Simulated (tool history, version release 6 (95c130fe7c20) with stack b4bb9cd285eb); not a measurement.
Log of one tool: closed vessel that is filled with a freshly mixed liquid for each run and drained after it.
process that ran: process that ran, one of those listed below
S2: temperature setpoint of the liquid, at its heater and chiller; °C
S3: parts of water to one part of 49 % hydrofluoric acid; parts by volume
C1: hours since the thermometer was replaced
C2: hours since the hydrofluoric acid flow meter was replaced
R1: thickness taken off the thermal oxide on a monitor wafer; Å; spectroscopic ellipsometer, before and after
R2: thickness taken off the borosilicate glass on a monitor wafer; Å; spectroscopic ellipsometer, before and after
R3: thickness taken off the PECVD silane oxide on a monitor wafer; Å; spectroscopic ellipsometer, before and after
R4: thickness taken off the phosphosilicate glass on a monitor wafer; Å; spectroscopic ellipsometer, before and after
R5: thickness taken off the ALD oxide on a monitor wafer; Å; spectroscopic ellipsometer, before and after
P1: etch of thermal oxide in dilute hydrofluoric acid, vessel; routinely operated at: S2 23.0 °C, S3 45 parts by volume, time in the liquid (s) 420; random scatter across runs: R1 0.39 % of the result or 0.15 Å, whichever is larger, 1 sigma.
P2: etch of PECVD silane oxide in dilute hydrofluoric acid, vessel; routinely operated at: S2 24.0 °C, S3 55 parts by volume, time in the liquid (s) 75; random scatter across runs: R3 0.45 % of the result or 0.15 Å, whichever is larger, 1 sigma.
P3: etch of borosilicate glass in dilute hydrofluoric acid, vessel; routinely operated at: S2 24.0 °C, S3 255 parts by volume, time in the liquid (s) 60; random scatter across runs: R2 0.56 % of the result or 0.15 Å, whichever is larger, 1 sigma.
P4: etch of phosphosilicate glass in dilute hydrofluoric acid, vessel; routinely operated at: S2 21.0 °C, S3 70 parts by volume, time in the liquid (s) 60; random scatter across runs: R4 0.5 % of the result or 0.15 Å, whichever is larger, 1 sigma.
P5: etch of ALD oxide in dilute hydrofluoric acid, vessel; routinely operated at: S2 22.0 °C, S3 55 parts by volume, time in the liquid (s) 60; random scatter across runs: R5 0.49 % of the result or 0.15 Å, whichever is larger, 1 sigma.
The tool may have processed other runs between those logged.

run 1 hour=5.6 | process_that_ran=P1 S2=23.0 S3=45 time_in_the_liquid_(s)=420 | C1=2167.6 C2=1690.7 | R1=442.01
run 2 hour=11.1 | process_that_ran=P1 S2=23.0 S3=45 time_in_the_liquid_(s)=420 | C1=2173.1 C2=1696.2 | R1=448.17
run 3 hour=17.1 | process_that_ran=P1 S2=23.0 S3=45 time_in_the_liquid_(s)=420 | C1=2179.1 C2=1702.2 | R1=442.17
run 4 hour=20.4 | process_that_ran=P3 S2=30.0 S3=255 time_in_the_liquid_(s)=60 | C1=2182.4 C2=1705.5 | R2=68.985
run 5 hour=26.1 | process_that_ran=P2 S2=24.0 S3=55 time_in_the_liquid_(s)=75 | C1=2188.1 C2=1711.2 | R3=325.87
run 6 hour=32.6 | process_that_ran=P4 S2=25.0 S3=70 time_in_the_liquid_(s)=60 | C1=2194.6 C2=1717.7 | R4=1147.50
run 7 hour=38.8 | process_that_ran=P5 S2=22.0 S3=20 time_in_the_liquid_(s)=60 | C1=2200.8 C2=1723.9 | R5=298.840
run 8 hour=44.4 | process_that_ran=P1 S2=17.0 S3=65 time_in_the_liquid_(s)=420 | C1=2206.4 C2=1729.5 | R1=232.21
run 9 hour=48.9 | process_that_ran=P1 S2=28.5 S3=70 time_in_the_liquid_(s)=420 | C1=2210.9 C2=1734.0 | R1=343.58
run 10 hour=52.0 | process_that_ran=P4 S2=21.0 S3=70 time_in_the_liquid_(s)=60 | C1=2214.0 C2=1737.1 | R4=979.79
run 11 hour=58.5 | process_that_ran=P2 S2=24.0 S3=55 time_in_the_liquid_(s)=30 | C1=2220.5 C2=1743.6 | R3=130.92
run 12 hour=64.8 | process_that_ran=P5 S2=27.5 S3=55 time_in_the_liquid_(s)=60 | C1=2226.8 C2=1749.9 | R5=130.190
run 13 hour=68.1 | process_that_ran=P1 S2=27.0 S3=45 time_in_the_liquid_(s)=800 | C1=2230.1 C2=1753.2 | R1=998.36
run 14 hour=72.7 | process_that_ran=P3 S2=24.0 S3=255 time_in_the_liquid_(s)=60 | C1=2234.7 C2=1757.8 | R2=55.840
run 15 hour=78.3 | process_that_ran=P1 S2=23.0 S3=45 time_in_the_liquid_(s)=420 | C1=2240.3 C2=1763.4 | R1=448.53
run 16 hour=83.0 | process_that_ran=P1 S2=23.0 S3=70 time_in_the_liquid_(s)=420 | C1=2245.0 C2=1768.1 | R1=276.48
run 17 hour=88.4 | process_that_ran=P1 S2=19.0 S3=45 time_in_the_liquid_(s)=420 | C1=2250.4 C2=1773.5 | R1=374.83
run 18 hour=91.4 | process_that_ran=P5 S2=22.0 S3=55 time_in_the_liquid_(s)=30 | C1=2253.4 C2=1776.5 | R5=51.882
run 19 hour=97.9 | process_that_ran=P4 S2=21.0 S3=70 time_in_the_liquid_(s)=60 | C1=2259.9 C2=1783.0 | R4=981.23
run 20 hour=104.5 | process_that_ran=P1 S2=23.0 S3=45 time_in_the_liquid_(s)=420 | C1=2266.5 C2=1789.6 | R1=443.69
run 21 hour=107.8 | process_that_ran=P4 S2=21.0 S3=35 time_in_the_liquid_(s)=60 | C1=2269.8 C2=1792.9 | R4=2023.20
run 22 hour=112.6 | process_that_ran=P1 S2=23.0 S3=45 time_in_the_liquid_(s)=420 | C1=2274.6 C2=1797.7 | R1=446.29
run 23 hour=116.9 | process_that_ran=P4 S2=21.0 S3=70 time_in_the_liquid_(s)=105 | C1=2278.9 C2=1802.0 | R4=1723.30
-- hour=123.4 hydrofluoric acid flow meter replaced
run 24 hour=123.4 | process_that_ran=P2 S2=24.0 S3=55 time_in_the_liquid_(s)=75 | C1=2285.4 C2=0.0 | R3=324.96
run 25 hour=129.5 | process_that_ran=P3 S2=24.0 S3=255 time_in_the_liquid_(s)=90 | C1=2291.5 C2=6.1 | R2=83.201
run 26 hour=133.1 | process_that_ran=P3 S2=24.0 S3=450 time_in_the_liquid_(s)=60 | C1=2295.1 C2=9.7 | R2=26.809
run 27 hour=136.8 | process_that_ran=P2 S2=17.0 S3=55 time_in_the_liquid_(s)=75 | C1=2298.8 C2=13.4 | R3=245.31
run 28 hour=141.0 | process_that_ran=P1 S2=23.0 S3=45 time_in_the_liquid_(s)=420 | C1=2303.0 C2=17.6 | R1=444.70
run 29 hour=146.3 | process_that_ran=P1 S2=23.0 S3=45 time_in_the_liquid_(s)=180 | C1=2308.3 C2=22.9 | R1=191.33
run 30 hour=151.7 | process_that_ran=P1 S2=30.0 S3=45 time_in_the_liquid_(s)=420 | C1=2313.7 C2=28.3 | R1=591.38
run 31 hour=158.5 | process_that_ran=P1 S2=23.0 S3=25 time_in_the_liquid_(s)=420 | C1=2320.5 C2=35.1 | R1=822.82
run 32 hour=163.4 | process_that_ran=P1 S2=23.0 S3=45 time_in_the_liquid_(s)=690 | C1=2325.4 C2=40.0 | R1=732.53
run 33 hour=168.8 | process_that_ran=P2 S2=24.0 S3=20 time_in_the_liquid_(s)=75 | C1=2330.8 C2=45.4 | R3=940.48
run 34 hour=171.9 | process_that_ran=P5 S2=22.0 S3=55 time_in_the_liquid_(s)=60 | C1=2333.9 C2=48.5 | R5=103.570
run 35 hour=177.8 | process_that_ran=P1 S2=23.0 S3=45 time_in_the_liquid_(s)=420 | C1=2339.8 C2=54.4 | R1=446.00
run 36 hour=183.8 | process_that_ran=P1 S2=23.0 S3=45 time_in_the_liquid_(s)=420 | C1=2345.8 C2=60.4 | R1=425.93
run 37 hour=189.5 | process_that_ran=P1 S2=23.0 S3=45 time_in_the_liquid_(s)=420 | C1=2351.5 C2=66.1 | R1=417.91
run 38 hour=193.5 | process_that_ran=P1 S2=23.0 S3=45 time_in_the_liquid_(s)=420 | C1=2355.5 C2=70.1 | R1=411.05
run 39 hour=198.1 | process_that_ran=P1 S2=23.0 S3=45 time_in_the_liquid_(s)=420 | C1=2360.1 C2=74.7 | R1=408.28
run 40 hour=201.3 | process_that_ran=P1 S2=23.0 S3=45 time_in_the_liquid_(s)=420 | C1=2363.3 C2=77.9 | R1=407.61
run 41 hour=207.9 | process_that_ran=P1 S2=23.0 S3=45 time_in_the_liquid_(s)=420 | C1=2369.9 C2=84.5 | R1=408.90
run 42 hour=214.6 | process_that_ran=P1 S2=23.0 S3=45 time_in_the_liquid_(s)=420 | C1=2376.6 C2=91.2 | R1=405.55

The log shows P1 creeping away from where it was. Any of the 2 causes listed here, at the size stated for it, fits the log just as well as the others:
A: hydrofluoric acid flow below the setpoint (%) = 8.73
B: liquid colder than its thermometer reads (K) = 2.31
The creep began at about hour 177.8.

The 4 check runs listed below each average the results of 2 wafers, and their outcomes are marked with question marks. Under which run would the listed causes produce clearly different results?
run check 1 hour=221.3 | process_that_ran=P5 S2=22.0 S3=35 time_in_the_liquid_(s)=30 | R5=?
run check 2 hour=221.3 | process_that_ran=P3 S2=24.0 S3=410 time_in_the_liquid_(s)=60 | R2=?
run check 3 hour=221.3 | process_that_ran=P2 S2=20.5 S3=55 time_in_the_liquid_(s)=30 | R3=?
run check 4 hour=221.3 | process_that_ran=P4 S2=25.0 S3=70 time_in_the_liquid_(s)=60 | R4=?

What every check run would give for each of its results, assuming each possible cause in turn:
check=check_1 result=R5 if_A=76.168 if_B=75.949
check=check_2 result=R2 if_A=26.566 if_B=27.900
check=check_3 result=R3 if_A=102.57 if_B=102.51
check=check_4 result=R4 if_A=1044.50 if_B=1051.20
Per-check spread between the two closest causes, in the result where they differ most: check 1 0.29 %; check 2 4.9 %; check 3 0.06 %; check 4 0.65 %
The causes can be told apart only by check 2. The other checks would give nearly the same results under each of them.

The results of check 2 are: R2 27.803 Å. Based on these, which of the listed causes is it?

The correct cause is B, namely: liquid colder than its thermometer reads (K).

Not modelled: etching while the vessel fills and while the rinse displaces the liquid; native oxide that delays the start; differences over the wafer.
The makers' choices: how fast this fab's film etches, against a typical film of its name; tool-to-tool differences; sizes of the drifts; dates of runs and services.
